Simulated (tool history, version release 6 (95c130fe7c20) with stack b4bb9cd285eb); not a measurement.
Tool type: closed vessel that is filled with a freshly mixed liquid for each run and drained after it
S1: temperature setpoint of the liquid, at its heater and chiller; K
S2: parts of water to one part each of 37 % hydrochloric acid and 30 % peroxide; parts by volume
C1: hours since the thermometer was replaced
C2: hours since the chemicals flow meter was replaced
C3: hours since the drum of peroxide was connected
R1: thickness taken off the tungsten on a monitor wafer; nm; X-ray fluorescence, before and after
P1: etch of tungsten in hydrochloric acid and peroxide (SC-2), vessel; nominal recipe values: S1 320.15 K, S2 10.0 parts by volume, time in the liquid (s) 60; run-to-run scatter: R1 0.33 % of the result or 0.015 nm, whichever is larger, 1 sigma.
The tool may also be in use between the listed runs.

Run 1, hour 12.0: S1 320.15 K, S2 10.0 parts by volume, time in the liquid (s) 60; C1 2242.8; C2 708.4; C3 171.5. Result: R1 16.4800 nm.
Run 2, hour 17.9: S1 336.65 K, S2 10.0 parts by volume, time in the liquid (s) 60; C1 2248.7; C2 714.3; C3 177.4. Result: R1 47.7030 nm.
Run 3, hour 27.5: S1 320.15 K, S2 10.0 parts by volume, time in the liquid (s) 60; C1 2258.3; C2 723.9; C3 187.0. Result: R1 16.4350 nm.
Run 4, hour 39.0: S1 320.15 K, S2 4.0 parts by volume, time in the liquid (s) 60; C1 2269.8; C2 735.4; C3 198.5. Result: R1 32.8960 nm.
Run 5, hour 46.0: S1 320.15 K, S2 16.5 parts by volume, time in the liquid (s) 60; C1 2276.8; C2 742.4; C3 205.5. Result: R1 10.7040 nm.
Run 6, hour 53.9: S1 320.15 K, S2 10.0 parts by volume, time in the liquid (s) 30; C1 2284.7; C2 750.3; C3 213.4. Result: R1 8.2253 nm.
Run 7, hour 65.6: S1 320.15 K, S2 10.0 parts by volume, time in the liquid (s) 60; C1 2296.4; C2 762.0; C3 225.1. Result: R1 16.4830 nm.
Run 8, hour 74.8: S1 335.15 K, S2 10.0 parts by volume, time in the liquid (s) 35; C1 2305.6; C2 771.2; C3 234.3. Result: R1 25.6430 nm.
Run 9, hour 86.9: S1 308.15 K, S2 10.0 parts by volume, time in the liquid (s) 60; C1 2317.7; C2 783.3; C3 246.4. Result: R1 7.0571 nm.
Run 10, hour 99.1: S1 320.15 K, S2 10.0 parts by volume, time in the liquid (s) 110; C1 2329.9; C2 795.5; C3 258.6. Result: R1 30.1090 nm.
Run 11, hour 108.2: S1 320.15 K, S2 10.0 parts by volume, time in the liquid (s) 60; C1 2339.0; C2 804.6; C3 267.7. Result: R1 16.4710 nm.
Run 12, hour 117.9: S1 320.15 K, S2 10.0 parts by volume, time in the liquid (s) 60; C1 2348.7; C2 814.3; C3 277.4. Result: R1 16.4800 nm.
Run 13, hour 125.9: S1 320.15 K, S2 10.0 parts by volume, time in the liquid (s) 60; C1 2356.7; C2 822.3; C3 285.4. Result: R1 16.8720 nm.
Run 14, hour 137.1: S1 320.15 K, S2 10.0 parts by volume, time in the liquid (s) 60; C1 2367.9; C2 833.5; C3 296.6. Result: R1 17.3040 nm.
Run 15, hour 142.9: S1 320.15 K, S2 10.0 parts by volume, time in the liquid (s) 60; C1 2373.7; C2 839.3; C3 302.4. Result: R1 17.4070 nm.

Predict the results of run 16:
Run 16, hour 149.1: S1 320.15 K, S2 10.0 parts by volume, time in the liquid (s) 60; C1 2379.9; C2 845.5; C3 308.6. Result: R1 ?.

R1: 17.6430 nm
